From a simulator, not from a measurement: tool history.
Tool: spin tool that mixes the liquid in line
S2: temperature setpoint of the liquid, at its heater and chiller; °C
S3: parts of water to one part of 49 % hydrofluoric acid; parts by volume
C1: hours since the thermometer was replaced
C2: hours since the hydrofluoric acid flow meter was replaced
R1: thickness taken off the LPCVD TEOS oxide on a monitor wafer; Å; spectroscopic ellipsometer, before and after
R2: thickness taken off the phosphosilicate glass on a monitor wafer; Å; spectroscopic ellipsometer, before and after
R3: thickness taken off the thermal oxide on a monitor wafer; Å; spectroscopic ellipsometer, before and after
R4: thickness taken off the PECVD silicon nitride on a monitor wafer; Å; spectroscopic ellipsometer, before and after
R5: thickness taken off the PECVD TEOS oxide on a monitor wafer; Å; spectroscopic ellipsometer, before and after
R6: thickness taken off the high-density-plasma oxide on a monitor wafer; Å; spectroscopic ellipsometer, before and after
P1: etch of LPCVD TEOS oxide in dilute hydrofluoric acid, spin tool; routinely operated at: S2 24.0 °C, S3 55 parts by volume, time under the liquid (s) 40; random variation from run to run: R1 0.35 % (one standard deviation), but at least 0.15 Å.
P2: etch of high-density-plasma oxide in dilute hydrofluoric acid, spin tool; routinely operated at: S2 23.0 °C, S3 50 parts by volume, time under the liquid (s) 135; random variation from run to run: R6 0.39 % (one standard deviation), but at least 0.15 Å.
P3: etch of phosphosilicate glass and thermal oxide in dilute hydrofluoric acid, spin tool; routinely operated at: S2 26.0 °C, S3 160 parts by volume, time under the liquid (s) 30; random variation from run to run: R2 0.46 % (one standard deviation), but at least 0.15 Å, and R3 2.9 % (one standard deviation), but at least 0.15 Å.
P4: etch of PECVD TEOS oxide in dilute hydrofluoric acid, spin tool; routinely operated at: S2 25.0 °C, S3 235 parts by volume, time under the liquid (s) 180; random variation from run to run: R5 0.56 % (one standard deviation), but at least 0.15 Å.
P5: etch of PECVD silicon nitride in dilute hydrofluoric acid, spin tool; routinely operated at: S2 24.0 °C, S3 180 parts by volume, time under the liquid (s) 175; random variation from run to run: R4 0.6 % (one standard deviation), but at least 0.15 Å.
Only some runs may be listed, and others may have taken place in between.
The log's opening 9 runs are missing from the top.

{"run": 10, "hour": 134.5, "process that ran": "P4", "S2": 25.0, "S3": 235, "time under the liquid (s)": 180, "C1": 454.8, "C2": 330.7, "R5": 110.96}
{"run": 11, "hour": 145.6, "process that ran": "P2", "S2": 23.0, "S3": 50, "time under the liquid (s)": 135, "C1": 465.9, "C2": 341.8, "R6": 142.38}
{"run": 12, "hour": 163.5, "process that ran": "P3", "S2": 26.0, "S3": 160, "time under the liquid (s)": 30, "C1": 483.8, "C2": 359.7, "R2": 137.53, "R3": 8.7762}
{"run": 13, "hour": 181.2, "process that ran": "P1", "S2": 24.0, "S3": 55, "time under the liquid (s)": 40, "C1": 501.5, "C2": 377.4, "R1": 351.87}
{"run": 14, "hour": 196.7, "process that ran": "P1", "S2": 17.5, "S3": 55, "time under the liquid (s)": 40, "C1": 517.0, "C2": 392.9, "R1": 270.58}
{"run": 15, "hour": 206.5, "process that ran": "P4", "S2": 17.0, "S3": 235, "time under the liquid (s)": 180, "C1": 526.8, "C2": 402.7, "R5": 82.183}
{"run": 16, "hour": 224.1, "process that ran": "P1", "S2": 24.0, "S3": 55, "time under the liquid (s)": 75, "C1": 544.4, "C2": 420.3, "R1": 661.35}
{"run": 17, "hour": 240.4, "process that ran": "P1", "S2": 24.0, "S3": 55, "time under the liquid (s)": 40, "C1": 560.7, "C2": 436.6, "R1": 354.87}
{"run": 18, "hour": 258.0, "process that ran": "P4", "S2": 25.0, "S3": 110, "time under the liquid (s)": 180, "C1": 578.3, "C2": 454.2, "R5": 275.14}
{"run": 19, "hour": 276.8, "process that ran": "P4", "S2": 25.0, "S3": 235, "time under the liquid (s)": 180, "C1": 597.1, "C2": 473.0, "R5": 111.34}
{"run": 20, "hour": 287.1, "process that ran": "P1", "S2": 29.0, "S3": 20, "time under the liquid (s)": 40, "C1": 607.4, "C2": 483.3, "R1": 1249.1}
{"run": 21, "hour": 296.3, "process that ran": "P5", "S2": 24.0, "S3": 180, "time under the liquid (s)": 175, "C1": 616.6, "C2": 492.5, "R4": 41.645}
{"run": 22, "hour": 313.5, "process that ran": "P5", "S2": 24.0, "S3": 180, "time under the liquid (s)": 325, "C1": 633.8, "C2": 509.7, "R4": 77.555}
{"run": 23, "hour": 331.9, "process that ran": "P1", "S2": 24.0, "S3": 55, "time under the liquid (s)": 40, "C1": 652.2, "C2": 528.1, "R1": 352.67}
{"run": 24, "hour": 346.9, "process that ran": "P2", "S2": 23.0, "S3": 30, "time under the liquid (s)": 135, "C1": 667.2, "C2": 543.1, "R6": 241.51}
{"run": 25, "hour": 358.9, "process that ran": "P3", "S2": 19.0, "S3": 160, "time under the liquid (s)": 30, "C1": 679.2, "C2": 555.1, "R2": 103.95, "R3": 6.8335}
{"run": 26, "hour": 370.8, "process that ran": "P5", "S2": 24.0, "S3": 180, "time under the liquid (s)": 175, "C1": 691.1, "C2": 567.0, "R4": 41.438}
{"run": 27, "hour": 380.9, "process that ran": "P2", "S2": 23.0, "S3": 50, "time under the liquid (s)": 270, "C1": 701.2, "C2": 577.1, "R6": 282.65}
{"run": 28, "hour": 395.4, "process that ran": "P4", "S2": 25.0, "S3": 235, "time under the liquid (s)": 75, "C1": 715.7, "C2": 591.6, "R5": 46.103}

Forecast run 29:
{"run": 29, "hour": 407.4, "process that ran": "P1", "S2": 24.0, "S3": 20, "time under the liquid (s)": 40, "C1": 727.7, "C2": 603.6, "R1": "?"}

Run 29 produced R1 1017.80 Å.
